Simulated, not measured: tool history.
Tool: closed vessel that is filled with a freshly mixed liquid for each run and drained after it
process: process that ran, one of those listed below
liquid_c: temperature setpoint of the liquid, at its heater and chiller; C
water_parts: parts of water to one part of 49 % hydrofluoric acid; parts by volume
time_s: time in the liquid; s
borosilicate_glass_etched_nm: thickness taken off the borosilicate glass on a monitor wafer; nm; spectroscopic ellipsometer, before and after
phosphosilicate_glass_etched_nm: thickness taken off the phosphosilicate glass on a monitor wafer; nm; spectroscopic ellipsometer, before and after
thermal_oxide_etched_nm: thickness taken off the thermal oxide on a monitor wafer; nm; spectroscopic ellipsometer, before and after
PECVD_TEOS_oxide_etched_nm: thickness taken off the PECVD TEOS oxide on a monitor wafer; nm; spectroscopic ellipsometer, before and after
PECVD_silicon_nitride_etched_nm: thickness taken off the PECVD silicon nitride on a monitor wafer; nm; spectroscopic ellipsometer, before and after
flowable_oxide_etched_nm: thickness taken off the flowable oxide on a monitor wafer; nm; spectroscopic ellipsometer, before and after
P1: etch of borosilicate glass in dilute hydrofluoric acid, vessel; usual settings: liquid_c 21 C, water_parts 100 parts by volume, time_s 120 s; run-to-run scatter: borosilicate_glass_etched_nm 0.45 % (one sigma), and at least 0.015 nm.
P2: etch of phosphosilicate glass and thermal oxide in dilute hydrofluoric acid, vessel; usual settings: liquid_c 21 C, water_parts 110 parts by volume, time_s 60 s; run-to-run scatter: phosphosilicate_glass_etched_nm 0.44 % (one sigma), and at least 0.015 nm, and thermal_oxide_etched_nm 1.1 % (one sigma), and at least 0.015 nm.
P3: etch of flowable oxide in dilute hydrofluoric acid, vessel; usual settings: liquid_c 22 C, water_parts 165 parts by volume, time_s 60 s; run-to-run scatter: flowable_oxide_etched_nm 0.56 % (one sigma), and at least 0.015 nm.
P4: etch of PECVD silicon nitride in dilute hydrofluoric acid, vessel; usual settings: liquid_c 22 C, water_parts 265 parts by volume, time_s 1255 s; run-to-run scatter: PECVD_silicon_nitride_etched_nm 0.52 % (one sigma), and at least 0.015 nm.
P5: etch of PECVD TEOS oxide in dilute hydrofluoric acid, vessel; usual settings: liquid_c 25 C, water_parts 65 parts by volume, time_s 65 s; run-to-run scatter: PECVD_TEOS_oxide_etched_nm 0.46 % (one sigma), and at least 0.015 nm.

| run | hour | process | liquid_c | water_parts | time_s | borosilicate_glass_etched_nm | phosphosilicate_glass_etched_nm | thermal_oxide_etched_nm | PECVD_TEOS_oxide_etched_nm | PECVD_silicon_nitride_etched_nm | flowable_oxide_etched_nm |
|---|---|---|---|---|---|---|---|---|---|---|---|
| 1 | 2.7 | P1 | 21 | 100 | 120 | 32.212 |  |  |  |  |  |
| 2 | 6.4 | P1 | 17 | 170 | 120 | 15.132 |  |  |  |  |  |
| 3 | 9.7 | P2 | 21 | 30 | 60 |  | 116.98 | 8.9284 |  |  |  |
| 4 | 13.4 | P5 | 25 | 65 | 65 |  |  |  | 16.269 |  |  |
| 5 | 17.2 | P1 | 21 | 100 | 55 | 14.829 |  |  |  |  |  |
| 6 | 22.3 | P1 | 21 | 100 | 120 | 32.219 |  |  |  |  |  |
| 7 | 25.1 | P1 | 21 | 140 | 30 | 5.489 |  |  |  |  |  |
| 8 | 28.2 | P4 | 22 | 135 | 1255 |  |  |  |  | 18.7 |  |
| 9 | 31.3 | P1 | 17 | 100 | 120 | 27.265 |  |  |  |  |  |
| 10 | 35.4 | P4 | 22 | 265 | 1255 |  |  |  |  | 9.5676 |  |
| 11 | 38.4 | P5 | 25 | 65 | 65 |  |  |  | 16.209 |  |  |
| 12 | 44.4 | P5 | 25 | 20 | 65 |  |  |  | 56.334 |  |  |
| 13 | 50.3 | P5 | 18.5 | 65 | 65 |  |  |  | 12.508 |  |  |
| 14 | 53.1 | P3 | 18.5 | 165 | 60 |  |  |  |  |  | 11.117 |
| 15 | 57.7 | P4 | 22 | 265 | 1855 |  |  |  |  | 14.242 |  |
| 16 | 62.8 | P5 | 25 | 65 | 30 |  |  |  | 7.5082 |  |  |
| 17 | 66.2 | P4 | 27 | 265 | 1255 |  |  |  |  | 12.961 |  |
| 18 | 69.7 | P3 | 22 | 165 | 60 |  |  |  |  |  | 12.689 |
| 19 | 72.5 | P1 | 21 | 100 | 180 | 48.182 |  |  |  |  |  |
| 20 | 78.3 | P1 | 26 | 100 | 120 | 39.43 |  |  |  |  |  |

Forecast run 21:
| 21 | 82.6 | P2 | 21 | 110 | 60 |  | ? | ? |  |  |  |

phosphosilicate_glass_etched_nm: 28.672 nm
thermal_oxide_etched_nm: 2.2504 nm

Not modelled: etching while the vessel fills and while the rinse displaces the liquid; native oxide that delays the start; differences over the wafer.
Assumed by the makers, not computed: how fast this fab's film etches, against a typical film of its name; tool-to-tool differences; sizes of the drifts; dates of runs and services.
